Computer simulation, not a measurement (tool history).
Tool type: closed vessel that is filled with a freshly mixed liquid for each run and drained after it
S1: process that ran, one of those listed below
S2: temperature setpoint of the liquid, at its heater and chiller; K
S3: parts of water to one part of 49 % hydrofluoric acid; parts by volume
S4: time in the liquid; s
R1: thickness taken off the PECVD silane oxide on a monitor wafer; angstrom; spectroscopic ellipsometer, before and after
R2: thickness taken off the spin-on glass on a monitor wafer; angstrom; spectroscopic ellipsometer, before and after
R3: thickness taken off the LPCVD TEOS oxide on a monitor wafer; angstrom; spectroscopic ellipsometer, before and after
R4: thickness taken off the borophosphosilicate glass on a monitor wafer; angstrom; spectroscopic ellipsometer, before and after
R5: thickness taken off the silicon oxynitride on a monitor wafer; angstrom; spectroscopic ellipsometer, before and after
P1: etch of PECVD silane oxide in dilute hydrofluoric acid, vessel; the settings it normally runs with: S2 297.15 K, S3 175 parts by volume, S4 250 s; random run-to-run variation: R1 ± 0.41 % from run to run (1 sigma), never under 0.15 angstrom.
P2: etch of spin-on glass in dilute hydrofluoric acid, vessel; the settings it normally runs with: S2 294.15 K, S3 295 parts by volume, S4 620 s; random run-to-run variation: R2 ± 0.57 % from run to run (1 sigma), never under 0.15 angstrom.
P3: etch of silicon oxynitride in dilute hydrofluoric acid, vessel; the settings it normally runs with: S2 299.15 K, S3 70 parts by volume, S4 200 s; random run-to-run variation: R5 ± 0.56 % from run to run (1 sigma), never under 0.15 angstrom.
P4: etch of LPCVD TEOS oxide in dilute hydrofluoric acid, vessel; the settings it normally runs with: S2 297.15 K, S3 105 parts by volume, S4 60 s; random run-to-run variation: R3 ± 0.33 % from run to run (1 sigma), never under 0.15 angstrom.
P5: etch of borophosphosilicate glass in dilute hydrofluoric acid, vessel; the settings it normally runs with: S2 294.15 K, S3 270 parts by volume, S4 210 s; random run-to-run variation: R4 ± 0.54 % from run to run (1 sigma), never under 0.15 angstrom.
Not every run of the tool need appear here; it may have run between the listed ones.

run   hour  S1      S2   S3    S4       R1       R2      R3       R4      R5
  1   12.1  P1  297.15  175   250  211.090
  2   24.1  P1  297.15  175   250  212.230
  3   34.4  P1  297.15  175    30   25.461
  4   43.7  P2  294.15  295  1185            856.14
  5   54.2  P1  297.15  175   250  210.970
  6   64.5  P4  297.15  105    60                    208.97
  7   74.7  P2  290.15  295   620            391.79
  8   88.2  P1  293.15  175   250  181.320
  9   99.9  P1  297.15  175   250  210.860
 10  113.6  P1  297.15  175   250  210.810
 11  120.8  P5  294.15  270    30                             21.212
 12  129.3  P4  297.15  160    60                    128.04
 13  139.8  P2  294.15  295   620            452.81
 14  146.2  P3  291.65   70   200                                     108.33
 15  156.2  P1  297.15  175   250  211.720
 16  169.8  P4  297.15  105    90                    312.41
 17  182.7  P1  303.65  280   250  147.570
 18  194.6  P5  290.15  270   210                            128.030
 19  205.8  P3  299.15   70   330                                     260.93
 20  217.4  P3  299.15  105   200                                     101.59
 21  226.4  P5  294.15  375   210                             97.804
 22  238.7  P1  303.65  175   250  267.570
 23  245.5  P5  294.15  270   210                            150.100
 24  257.7  P1  297.15   80   250  516.180
 25  269.1  P1  297.15  175   460  388.570
 26  281.0  P1  297.15  300   250  108.060
 27  294.1  P1  297.15  115   440  611.130
 28  307.1  P1  297.15  175   250  213.140
 29  321.5  P2  294.15  100   620           1616.40
 30  329.7  P4  304.15  105    60                    273.42
 31  343.4  P3  299.15   70   200                                     158.50
 32  354.7  P1  297.15  175   250  212.000
 33  363.5  P1  297.15  175   250  207.340
 34  377.6  P1  297.15  175   250  201.880
 35  385.4  P1  297.15  175   250  200.350
 36  394.6  P1  297.15  175   250  199.380
 37  405.7  P1  297.15  175   250  199.450
 38  414.6  P1  297.15  175   250  199.580
 39  423.5  P1  297.15  175   250  196.660
 40  432.1  P1  297.15  175   250  196.260
 41  439.0  P1  297.15  175   250  196.860
 42  448.6  P1  297.15  175   250  197.130
 43  457.1  P1  297.15  175   250  197.100

P1 has crept away from where it was. The log is fitted equally well by each of these 2 causes, at the sizes shown:
A: liquid colder than its thermometer reads (K) = 1.96
B: hydrofluoric acid flow below the setpoint (%) = 6.02
The creep began at about hour 354.7.

Consider the 4 check runs below, whose results appear as question marks and each of which averages 2 wafers. Which one distinguishes the causes, in that each cause would give it a clearly different result?
check 1  465.6  P4  300.15  105    60           ?
check 2  465.6  P3  295.65   70   305                   ?
check 3  465.6  P5  290.15  270    40               ?
check 4  465.6  P2  294.15  295  1175       ?

Check results expected under each cause:
  check  result    if A    if B
check 1      R3  217.75  218.86
check 2      R5  184.31  190.05
check 3      R4  22.607  22.594
check 4      R2  794.52  788.55
Smallest distance between any two causes, each pair judged by its most separating result, in per cent: check 1 0.51 %; check 2 3.07 %; check 3 0.06 %; check 4 0.75 %
The other checks would show nearly matching results whichever cause is true, so check 2 is the only one that separates the causes.

Running check 2 produced the following: R5 184.17 angstrom. Which one of the listed causes fits?

It was cause A: liquid colder than its thermometer reads (K).
